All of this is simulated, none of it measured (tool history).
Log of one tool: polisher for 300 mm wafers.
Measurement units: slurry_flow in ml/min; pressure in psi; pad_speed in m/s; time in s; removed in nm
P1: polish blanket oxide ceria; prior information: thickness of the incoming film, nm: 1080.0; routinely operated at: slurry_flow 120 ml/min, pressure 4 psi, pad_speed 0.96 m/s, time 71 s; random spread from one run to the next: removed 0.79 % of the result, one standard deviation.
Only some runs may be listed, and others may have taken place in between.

run,hour,slurry_flow,pressure,pad_speed,time,wafers polished on this pad,hours since the slurry nozzle was cleaned,hours since the head pressure was calibrated,removed
1,7.6,120,4,0.96,71,239,117.3,771.6,397.08
2,21.4,120,4,0.96,71,336,131.1,785.4,391.32
3,34.3,95,4,0.96,55,426,144,798.3,286.59
4,45.5,120,4,0.96,71,504,155.2,809.5,388.93
# hour 49.8: worn pad replaced by a new one
5,56.5,120,4,0.96,71,46,166.2,820.5,390.07
6,65.5,120,4,0.96,106,109,175.2,829.5,578.62
7,75.3,180,4,0.96,71,178,185,839.3,418.8
8,89.4,120,4,0.96,71,276,199.1,853.4,386.36
9,101,120,4,0.44,71,357,210.7,865,177.05
10,111.5,120,4,0.96,71,431,221.2,875.5,394.71
11,122.4,120,4,0.96,37,507,232.1,886.4,206.27
12,137.4,120,1.8,0.96,71,612,247.1,901.4,176.89
13,145.4,120,4,1.52,71,668,255.1,909.4,618.81
14,154.1,70,4,0.96,71,729,263.8,918.1,338.41
15,163.5,120,5.6,0.96,71,794,273.2,927.5,541.31
16,172.2,120,4,0.96,71,855,281.9,936.2,393.67
17,181.4,120,4,0.96,71,920,291.1,945.4,372.67
18,197.3,120,4,0.96,71,1031,307,961.3,368.97
19,209.9,120,4,0.96,71,1119,319.6,973.9,359.15
20,217.3,120,4,0.96,71,1170,327,981.3,354.83
21,225,120,4,0.96,71,1224,334.7,989,354.68
# hour 235.7: worn pad replaced by a new one
22,240.1,120,4,0.96,71,31,349.8,1004.1,350.78
23,249.5,120,4,0.96,71,97,359.2,1013.5,351.76
24,262.6,120,4,0.96,71,188,372.3,1026.6,351.68
25,273.9,120,4,0.96,71,267,383.6,1037.9,350.03

P1 no longer gives what it gave before; its output has crept away from where it was. The following 2 causes, each at its listed size, fit the log equally well:
A: slurry flow missing at the pad, % = 35.1
B: head's pressure below its setpoint, % = 10.6
Onset of the creep was near hour 172.2.
Every other cause this tool's parts could produce, and why it does not fit the log:
removal rate lost through wear of the pad, %: its service at hour 235.7 followed the start of the drift and did not put the process back to its old value

Of the 4 check runs below, each run on 2 wafers with the results averaged and each result still a question mark, which one would tell the listed causes apart?
check 1,285.2,120,5.2,0.96,71,,,,?
check 2,285.2,120,4,0.56,106,,,,?
check 3,285.2,120,1.8,1.36,71,,,,?
check 4,285.2,75,4,0.6,71,,,,?

If the cause were each of the candidates in turn, the checks would give the following:
check,result,if A,if B
check 1,removed,454.88,454.68
check 2,removed,304.73,304.6
check 3,removed,223.06,222.97
check 4,removed,183.08,193.2
Per-check spread between the two closest causes, in the result where they differ most: check 1 0.04 %; check 2 0.04 %; check 3 0.04 %; check 4 5.38 %
Check 4 is the one run that separates the causes; every other check would come out nearly the same whichever cause is at work.

With check 4 done, the readings were: removed 191.87 nm. Identify which of the listed causes applies.

Of the candidate causes, it is B: head's pressure below its setpoint, %.
